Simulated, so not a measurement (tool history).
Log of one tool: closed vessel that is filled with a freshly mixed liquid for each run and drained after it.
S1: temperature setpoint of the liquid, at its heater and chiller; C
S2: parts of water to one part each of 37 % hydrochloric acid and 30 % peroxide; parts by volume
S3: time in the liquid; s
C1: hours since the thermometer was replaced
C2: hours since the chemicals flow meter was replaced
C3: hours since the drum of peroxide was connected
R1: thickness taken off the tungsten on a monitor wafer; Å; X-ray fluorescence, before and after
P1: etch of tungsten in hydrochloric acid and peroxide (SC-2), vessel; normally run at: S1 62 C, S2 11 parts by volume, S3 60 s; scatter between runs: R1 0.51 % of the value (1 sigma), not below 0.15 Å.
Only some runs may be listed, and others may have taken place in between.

run 1 hour=8.4 | S1=62 S2=11 S3=60 | C1=880.7 C2=900.4 C3=851.1 | R1=237.55
-- hour=10.2 chemicals flow meter replaced
run 2 hour=16.1 | S1=62 S2=11 S3=110 | C1=888.4 C2=5.9 C3=858.8 | R1=433.36
run 3 hour=25 | S1=69 S2=16.5 S3=60 | C1=897.3 C2=14.8 C3=867.7 | R1=255.95
run 4 hour=33.1 | S1=62 S2=11 S3=60 | C1=905.4 C2=22.9 C3=875.8 | R1=236.79
run 5 hour=38 | S1=62 S2=17.5 S3=60 | C1=910.3 C2=27.8 C3=880.7 | R1=158.57
run 6 hour=44.3 | S1=52 S2=6.5 S3=60 | C1=916.6 C2=34.1 C3=887 | R1=190.45
run 7 hour=49.4 | S1=62 S2=4 S3=60 | C1=921.7 C2=39.2 C3=892.1 | R1=514.6
run 8 hour=53.7 | S1=62 S2=11 S3=35 | C1=926 C2=43.5 C3=896.4 | R1=137.75
run 9 hour=62.1 | S1=52.5 S2=11 S3=30 | C1=934.4 C2=51.9 C3=904.8 | R1=64.364
run 10 hour=69.5 | S1=69.5 S2=11 S3=60 | C1=941.8 C2=59.3 C3=912.2 | R1=371.26
run 11 hour=74.9 | S1=62 S2=11 S3=60 | C1=947.2 C2=64.7 C3=917.6 | R1=235.38
run 12 hour=79.7 | S1=47.5 S2=11 S3=60 | C1=952 C2=69.5 C3=922.4 | R1=92.808

Expected results for the next run?
run 13 hour=86.4 | S1=62 S2=11 S3=60 | C1=958.7 C2=76.2 C3=929.1 | R1=?

{"run 13": {"R1": 237.33}}

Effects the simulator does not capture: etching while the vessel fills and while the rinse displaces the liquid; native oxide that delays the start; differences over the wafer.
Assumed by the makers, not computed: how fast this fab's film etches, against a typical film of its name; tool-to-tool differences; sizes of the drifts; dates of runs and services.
